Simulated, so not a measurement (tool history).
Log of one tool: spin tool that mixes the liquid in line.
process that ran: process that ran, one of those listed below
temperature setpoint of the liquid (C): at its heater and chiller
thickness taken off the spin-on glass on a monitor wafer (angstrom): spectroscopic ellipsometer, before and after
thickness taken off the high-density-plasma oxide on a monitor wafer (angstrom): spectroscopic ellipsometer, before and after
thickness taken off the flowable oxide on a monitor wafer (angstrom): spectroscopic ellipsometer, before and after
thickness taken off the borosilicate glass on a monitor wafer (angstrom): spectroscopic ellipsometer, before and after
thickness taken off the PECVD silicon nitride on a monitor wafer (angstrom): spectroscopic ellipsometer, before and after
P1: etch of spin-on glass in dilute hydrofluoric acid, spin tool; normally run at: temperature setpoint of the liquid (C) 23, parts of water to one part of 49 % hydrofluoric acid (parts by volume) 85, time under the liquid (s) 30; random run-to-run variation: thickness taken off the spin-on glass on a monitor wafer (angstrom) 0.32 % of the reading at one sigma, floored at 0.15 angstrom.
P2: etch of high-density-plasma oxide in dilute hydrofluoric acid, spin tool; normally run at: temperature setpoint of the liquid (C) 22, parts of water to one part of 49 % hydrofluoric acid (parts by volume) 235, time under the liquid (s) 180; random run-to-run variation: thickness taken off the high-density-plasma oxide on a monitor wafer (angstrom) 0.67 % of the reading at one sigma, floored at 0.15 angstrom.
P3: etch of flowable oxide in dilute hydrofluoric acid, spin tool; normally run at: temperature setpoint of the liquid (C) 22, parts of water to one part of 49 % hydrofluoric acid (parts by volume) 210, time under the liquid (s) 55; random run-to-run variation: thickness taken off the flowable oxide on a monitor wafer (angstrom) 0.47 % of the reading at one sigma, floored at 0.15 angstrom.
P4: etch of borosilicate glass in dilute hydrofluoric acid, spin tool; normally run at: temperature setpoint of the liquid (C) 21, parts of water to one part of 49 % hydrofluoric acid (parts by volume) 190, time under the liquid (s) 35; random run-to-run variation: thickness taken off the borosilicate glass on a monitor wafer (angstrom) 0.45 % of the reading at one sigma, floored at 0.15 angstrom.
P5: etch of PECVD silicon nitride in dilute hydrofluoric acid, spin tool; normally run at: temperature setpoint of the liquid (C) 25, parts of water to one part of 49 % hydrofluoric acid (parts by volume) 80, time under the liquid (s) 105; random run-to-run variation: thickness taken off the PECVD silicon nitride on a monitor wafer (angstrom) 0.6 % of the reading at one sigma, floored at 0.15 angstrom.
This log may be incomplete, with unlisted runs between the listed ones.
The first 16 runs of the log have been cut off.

run,hour,process that ran,temperature setpoint of the liquid (C),parts of water to one part of 49 % hydrofluoric acid (parts by volume),time under the liquid (s),hours since the thermometer was replaced,hours since the hydrofluoric acid flow meter was replaced,thickness taken off the spin-on glass on a monitor wafer (angstrom),thickness taken off the high-density-plasma oxide on a monitor wafer (angstrom),thickness taken off the flowable oxide on a monitor wafer (angstrom),thickness taken off the borosilicate glass on a monitor wafer (angstrom),thickness taken off the PECVD silicon nitride on a monitor wafer (angstrom)
17,212.4,P1,23,85,15,525.2,1466.9,98.186,,,,
18,226.8,P3,22,210,85,539.6,1481.3,,,115.83,,
19,239.8,P5,25,80,175,552.6,1494.3,,,,,89.053
20,253.4,P2,22,65,180,566.2,1507.9,,140.09,,,
21,261.9,P1,23,85,30,574.7,1516.4,197.45,,,,
22,278.3,P5,18.5,80,105,591.1,1532.8,,,,,34.182
23,286.3,P5,25,80,105,599.1,1540.8,,,,,53.654
24,293.6,P1,17,85,15,606.4,1548.1,77.304,,,,
25,304.8,P1,23,40,30,617.6,1559.3,443.93,,,,
26,315.3,P4,21,190,35,628.1,1569.8,,,,84.54,
27,326.9,P3,17,210,55,639.7,1581.4,,,61.156,,
28,339.2,P5,25,25,105,652,1593.7,,,,,169.62
29,354.4,P1,23,85,30,667.2,1608.9,197.1,,,,
30,365.4,P4,21,190,35,678.2,1619.9,,,,83.8,
31,372.8,P4,21,55,35,685.6,1627.3,,,,336.87,

What does the tool deliver on the next run?
32,381.2,P1,23,85,30,694,1635.7,?,,,,

thickness taken off the spin-on glass on a monitor wafer (angstrom): 197.78
